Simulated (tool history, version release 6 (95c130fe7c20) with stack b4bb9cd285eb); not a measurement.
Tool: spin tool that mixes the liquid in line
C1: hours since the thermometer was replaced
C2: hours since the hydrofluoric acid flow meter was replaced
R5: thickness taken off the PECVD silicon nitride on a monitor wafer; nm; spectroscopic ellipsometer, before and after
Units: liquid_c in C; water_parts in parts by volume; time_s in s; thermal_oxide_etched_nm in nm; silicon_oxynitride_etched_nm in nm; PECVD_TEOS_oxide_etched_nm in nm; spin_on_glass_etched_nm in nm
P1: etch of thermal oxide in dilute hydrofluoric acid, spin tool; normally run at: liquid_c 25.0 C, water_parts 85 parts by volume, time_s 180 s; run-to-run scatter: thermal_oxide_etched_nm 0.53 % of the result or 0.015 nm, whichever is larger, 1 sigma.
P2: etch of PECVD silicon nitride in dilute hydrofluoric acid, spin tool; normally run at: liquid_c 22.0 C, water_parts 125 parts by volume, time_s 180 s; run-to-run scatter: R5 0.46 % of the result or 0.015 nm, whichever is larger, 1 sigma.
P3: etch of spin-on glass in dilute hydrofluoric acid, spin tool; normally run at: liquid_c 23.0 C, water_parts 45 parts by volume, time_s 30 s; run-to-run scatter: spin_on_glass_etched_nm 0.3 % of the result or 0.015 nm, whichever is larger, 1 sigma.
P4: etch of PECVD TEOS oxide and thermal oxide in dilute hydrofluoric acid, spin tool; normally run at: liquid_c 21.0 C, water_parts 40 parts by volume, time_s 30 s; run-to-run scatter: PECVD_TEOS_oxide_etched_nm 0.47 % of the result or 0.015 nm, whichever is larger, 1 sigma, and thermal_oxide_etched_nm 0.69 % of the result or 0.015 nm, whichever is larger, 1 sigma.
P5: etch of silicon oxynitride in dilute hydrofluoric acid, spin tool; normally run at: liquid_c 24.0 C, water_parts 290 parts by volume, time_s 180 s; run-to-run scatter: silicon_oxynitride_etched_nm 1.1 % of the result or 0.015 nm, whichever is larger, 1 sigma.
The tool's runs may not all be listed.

Run 1, hour 7.8: process P1, liquid_c 25.0 C, water_parts 85 parts by volume, time_s 180 s; C1 1050.8; C2 966.4. Result: thermal_oxide_etched_nm 10.5230 nm.
Run 2, hour 14.4: process P1, liquid_c 25.0 C, water_parts 125 parts by volume, time_s 180 s; C1 1057.4; C2 973.0. Result: thermal_oxide_etched_nm 6.7674 nm.
Run 3, hour 19.4: process P1, liquid_c 25.0 C, water_parts 130 parts by volume, time_s 270 s; C1 1062.4; C2 978.0. Result: thermal_oxide_etched_nm 9.7509 nm.
Run 4, hour 23.6: process P1, liquid_c 17.5 C, water_parts 85 parts by volume, time_s 180 s; C1 1066.6; C2 982.2. Result: thermal_oxide_etched_nm 7.7412 nm.
Run 5, hour 28.3: process P5, liquid_c 32.0 C, water_parts 290 parts by volume, time_s 180 s; C1 1071.3; C2 986.9. Result: silicon_oxynitride_etched_nm 2.9724 nm.
At hour 32.8: thermometer replaced.
Run 6, hour 36.6: process P1, liquid_c 25.0 C, water_parts 85 parts by volume, time_s 180 s; C1 3.8; C2 995.2. Result: thermal_oxide_etched_nm 10.5360 nm.
Run 7, hour 42.4: process P4, liquid_c 21.0 C, water_parts 60 parts by volume, time_s 30 s; C1 9.6; C2 1001.0. Result: thermal_oxide_etched_nm 2.0700 nm, PECVD_TEOS_oxide_etched_nm 7.320 nm.
Run 8, hour 49.6: process P1, liquid_c 25.0 C, water_parts 85 parts by volume, time_s 180 s; C1 16.8; C2 1008.2. Result: thermal_oxide_etched_nm 10.5100 nm.
Run 9, hour 53.9: process P1, liquid_c 25.0 C, water_parts 35 parts by volume, time_s 180 s; C1 21.1; C2 1012.5. Result: thermal_oxide_etched_nm 27.1870 nm.
Run 10, hour 58.7: process P3, liquid_c 23.0 C, water_parts 45 parts by volume, time_s 30 s; C1 25.9; C2 1017.3. Result: spin_on_glass_etched_nm 30.248 nm.
Run 11, hour 64.3: process P5, liquid_c 24.0 C, water_parts 290 parts by volume, time_s 100 s; C1 31.5; C2 1022.9. Result: silicon_oxynitride_etched_nm 1.1563 nm.
Run 12, hour 70.5: process P1, liquid_c 25.0 C, water_parts 85 parts by volume, time_s 180 s; C1 37.7; C2 1029.1. Result: thermal_oxide_etched_nm 10.5260 nm.
Run 13, hour 75.1: process P1, liquid_c 25.0 C, water_parts 85 parts by volume, time_s 180 s; C1 42.3; C2 1033.7. Result: thermal_oxide_etched_nm 10.5360 nm.
Run 14, hour 81.3: process P2, liquid_c 22.0 C, water_parts 125 parts by volume, time_s 180 s; C1 48.5; C2 1039.9. Result: R5 5.53120 nm.
Run 15, hour 88.3: process P1, liquid_c 25.0 C, water_parts 85 parts by volume, time_s 275 s; C1 55.5; C2 1046.9. Result: thermal_oxide_etched_nm 16.0360 nm.
Run 16, hour 92.3: process P2, liquid_c 22.0 C, water_parts 125 parts by volume, time_s 180 s; C1 59.5; C2 1050.9. Result: R5 5.51790 nm.
Run 17, hour 100.0: process P4, liquid_c 29.0 C, water_parts 40 parts by volume, time_s 30 s; C1 67.2; C2 1058.6. Result: thermal_oxide_etched_nm 4.4515 nm, PECVD_TEOS_oxide_etched_nm 15.803 nm.
Run 18, hour 106.0: process P3, liquid_c 17.0 C, water_parts 45 parts by volume, time_s 30 s; C1 73.2; C2 1064.6. Result: spin_on_glass_etched_nm 23.472 nm.
Run 19, hour 112.3: process P5, liquid_c 24.0 C, water_parts 60 parts by volume, time_s 180 s; C1 79.5; C2 1070.9. Result: silicon_oxynitride_etched_nm 12.4280 nm.
Run 20, hour 120.7: process P4, liquid_c 21.0 C, water_parts 40 parts by volume, time_s 30 s; C1 87.9; C2 1079.3. Result: thermal_oxide_etched_nm 3.1759 nm, PECVD_TEOS_oxide_etched_nm 11.331 nm.
Run 21, hour 126.6: process P5, liquid_c 24.0 C, water_parts 290 parts by volume, time_s 180 s; C1 93.8; C2 1085.2. Result: silicon_oxynitride_etched_nm 2.1391 nm.
Run 22, hour 130.3: process P1, liquid_c 25.0 C, water_parts 85 parts by volume, time_s 45 s; C1 97.5; C2 1088.9. Result: thermal_oxide_etched_nm 2.6385 nm.
Run 23, hour 134.8: process P1, liquid_c 29.0 C, water_parts 85 parts by volume, time_s 180 s; C1 102.0; C2 1093.4. Result: thermal_oxide_etched_nm 12.2950 nm.
Run 24, hour 141.0: process P2, liquid_c 22.0 C, water_parts 220 parts by volume, time_s 180 s; C1 108.2; C2 1099.6. Result: R5 3.16230 nm.
Run 25, hour 144.7: process P2, liquid_c 17.0 C, water_parts 125 parts by volume, time_s 180 s; C1 111.9; C2 1103.3. Result: R5 3.94210 nm.
Run 26, hour 151.2: process P3, liquid_c 23.0 C, water_parts 45 parts by volume, time_s 50 s; C1 118.4; C2 1109.8. Result: spin_on_glass_etched_nm 50.633 nm.
Run 27, hour 158.8: process P4, liquid_c 21.0 C, water_parts 40 parts by volume, time_s 30 s; C1 126.0; C2 1117.4. Result: thermal_oxide_etched_nm 3.1538 nm, PECVD_TEOS_oxide_etched_nm 11.381 nm.
Run 28, hour 164.2: process P3, liquid_c 23.0 C, water_parts 75 parts by volume, time_s 30 s; C1 131.4; C2 1122.8. Result: spin_on_glass_etched_nm 17.450 nm.
Run 29, hour 172.5: process P4, liquid_c 21.0 C, water_parts 40 parts by volume, time_s 55 s; C1 139.7; C2 1131.1. Result: thermal_oxide_etched_nm 5.8362 nm, PECVD_TEOS_oxide_etched_nm 20.758 nm.

Run 30 comes next. What will it give?
Run 30, hour 177.7: process P2, liquid_c 22.0 C, water_parts 125 parts by volume, time_s 30 s; C1 144.9; C2 1136.3. Result: R5 ?.

{"run 30": {"R5": 0.90789}}

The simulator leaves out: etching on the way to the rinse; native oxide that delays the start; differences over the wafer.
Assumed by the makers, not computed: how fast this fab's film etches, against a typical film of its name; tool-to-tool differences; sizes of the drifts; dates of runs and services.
